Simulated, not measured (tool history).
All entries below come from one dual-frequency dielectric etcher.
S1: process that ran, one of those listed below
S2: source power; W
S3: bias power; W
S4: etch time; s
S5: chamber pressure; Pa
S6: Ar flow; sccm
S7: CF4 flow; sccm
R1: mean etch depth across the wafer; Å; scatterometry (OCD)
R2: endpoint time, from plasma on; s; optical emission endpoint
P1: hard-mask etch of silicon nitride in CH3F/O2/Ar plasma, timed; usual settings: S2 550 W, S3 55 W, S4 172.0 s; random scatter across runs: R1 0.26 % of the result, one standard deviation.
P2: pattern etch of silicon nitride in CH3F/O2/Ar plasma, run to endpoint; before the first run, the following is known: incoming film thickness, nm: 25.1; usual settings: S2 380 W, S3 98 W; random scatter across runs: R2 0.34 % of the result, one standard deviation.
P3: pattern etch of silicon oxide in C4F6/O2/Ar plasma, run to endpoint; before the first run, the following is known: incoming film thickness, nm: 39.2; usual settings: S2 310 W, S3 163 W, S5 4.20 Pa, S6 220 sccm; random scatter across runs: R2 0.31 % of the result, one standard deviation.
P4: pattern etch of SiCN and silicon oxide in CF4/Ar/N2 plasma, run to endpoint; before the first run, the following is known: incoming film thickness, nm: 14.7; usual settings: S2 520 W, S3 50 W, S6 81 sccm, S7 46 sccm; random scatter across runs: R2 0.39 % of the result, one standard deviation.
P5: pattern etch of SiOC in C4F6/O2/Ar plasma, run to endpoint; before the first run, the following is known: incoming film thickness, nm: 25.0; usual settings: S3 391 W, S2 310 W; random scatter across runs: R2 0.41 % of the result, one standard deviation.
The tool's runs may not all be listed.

run 1 day=0.533 | S1=P1 S2=550 S3=55 S4=172.0 | R1=1238.70
run 2 day=1.133 | S1=P1 S2=550 S3=55 S4=134.0 | R1=961.93
run 3 day=1.596 | S1=P1 S2=550 S3=55 S4=172.0 | R1=1239.10
run 4 day=2.017 | S1=P1 S2=550 S3=71 S4=172.0 | R1=1340.90
run 5 day=2.604 | S1=P1 S2=550 S3=55 S4=225.5 | R1=1614.60
run 6 day=3.271 | S1=P1 S2=550 S3=55 S4=172.0 | R1=1237.30
run 7 day=3.858 | S1=P2 S2=380 S3=98 | R2=32.8220
run 8 day=4.242 | S1=P5 S2=310 S3=391 | R2=9.8452
run 9 day=4.758 | S1=P2 S2=380 S3=98 | R2=32.5210
run 10 day=5.079 | S1=P3 S2=310 S3=163 S5=4.20 S6=220 | R2=14.1740
run 11 day=5.562 | S1=P5 S2=310 S3=259 | R2=11.2850
run 12 day=6.238 | S1=P3 S2=310 S3=230 S5=4.20 S6=220 | R2=12.6090
run 13 day=6.767 | S1=P4 S2=520 S3=50 S6=53 S7=46 | R2=16.7630
run 14 day=7.167 | S1=P1 S2=550 S3=34 S4=172.0 | R1=1074.30
run 15 day=7.721 | S1=P1 S2=550 S3=55 S4=172.0 | R1=1233.50
run 16 day=8.250 | S1=P3 S2=310 S3=163 S5=4.20 S6=261 | R2=14.4190
run 17 day=8.867 | S1=P4 S2=520 S3=31 S6=81 S7=46 | R2=20.8620
run 18 day=9.183 | S1=P1 S2=780 S3=55 S4=172.0 | R1=1420.40
run 19 day=9.821 | S1=P4 S2=520 S3=50 S6=81 S7=59 | R2=17.3360
run 20 day=10.500 | S1=P1 S2=550 S3=55 S4=172.0 | R1=1239.20
run 21 day=11.112 | S1=P5 S2=190 S3=391 | R2=11.8340
run 22 day=11.688 | S1=P4 S2=520 S3=50 S6=81 S7=46 | R2=18.2070
run 23 day=12.325 | S1=P1 S2=410 S3=38 S4=172.0 | R1=987.67
run 24 day=12.633 | S1=P4 S2=520 S3=50 S6=81 S7=46 | R2=18.1300
run 25 day=13.108 | S1=P4 S2=670 S3=50 S6=81 S7=46 | R2=14.5210
run 26 day=13.629 | S1=P1 S2=550 S3=55 S4=172.0 | R1=1233.40
run 27 day=14.004 | S1=P1 S2=380 S3=55 S4=172.0 | R1=1071.70
run 28 day=14.546 | S1=P2 S2=380 S3=64 | R2=37.9550
run 29 day=15.021 | S1=P2 S2=230 S3=98 | R2=39.2500
run 30 day=15.579 | S1=P3 S2=220 S3=163 S5=4.20 S6=220 | R2=16.1920
run 31 day=16.175 | S1=P3 S2=310 S3=163 S5=5.40 S6=220 | R2=14.5590
run 32 day=16.708 | S1=P1 S2=550 S3=33 S4=221.5 | R1=1371.80
run 33 day=17.117 | S1=P1 S2=550 S3=55 S4=172.0 | R1=1236.20
run 34 day=17.550 | S1=P1 S2=550 S3=55 S4=172.0 | R1=1224.20
run 35 day=17.896 | S1=P1 S2=550 S3=55 S4=172.0 | R1=1222.90
run 36 day=18.354 | S1=P1 S2=550 S3=55 S4=172.0 | R1=1219.30
run 37 day=18.696 | S1=P1 S2=550 S3=55 S4=172.0 | R1=1216.40
-- day=18.983 wet clean of the chamber
run 38 day=19.221 | S1=P1 S2=550 S3=55 S4=172.0 | R1=1216.60
run 39 day=19.746 | S1=P1 S2=550 S3=55 S4=172.0 | R1=1216.10

The output of P1 has drifted from where it used to be. Each of the 2 causes below, taken at the size shown beside it, accounts for the log equally well:
A: source power that arrives under what is set, % = 3.57
B: bias power that arrives under what is set, % = 4.47
The process output started creeping at around day 17.117.
Ruled out, with reasons:
chamber walls in a state that lowers the etch rate, %: serviced after onset, at day 18.983, with no recovery of the prior output

You are offered 4 check runs, listed below with question marks in place of their results; each one averages 2 wafers. Which run separates the listed causes by giving clearly different results for each?
run check 1 day=20.271 | S1=P4 S2=520 S3=32 S6=55 S7=46 | R2=?
run check 2 day=20.271 | S1=P5 S2=200 S3=391 | R2=?
run check 3 day=20.271 | S1=P3 S2=250 S3=163 S5=4.20 S6=220 | R2=?
run check 4 day=20.271 | S1=P2 S2=310 S3=98 | R2=?

Predicted outcomes, by check and by cause:
check=check_1 result=R2 if_A=19.8040 if_B=19.3860
check=check_2 result=R2 if_A=11.6880 if_B=11.7300
check=check_3 result=R2 if_A=15.5680 if_B=15.5750
check=check_4 result=R2 if_A=35.6910 if_B=35.8140
Smallest distance between any two causes, each pair judged by its most separating result, in per cent: check 1 2.13 %; check 2 0.36 %; check 3 0.05 %; check 4 0.34 %
The causes can be told apart only by check 1. The other checks would give nearly the same results under each of them.

Check 1 was carried out, with these results: R2 19.3660 s. Which of the listed causes is responsible?

Of the candidate causes, it is B: bias power that arrives under what is set, %.
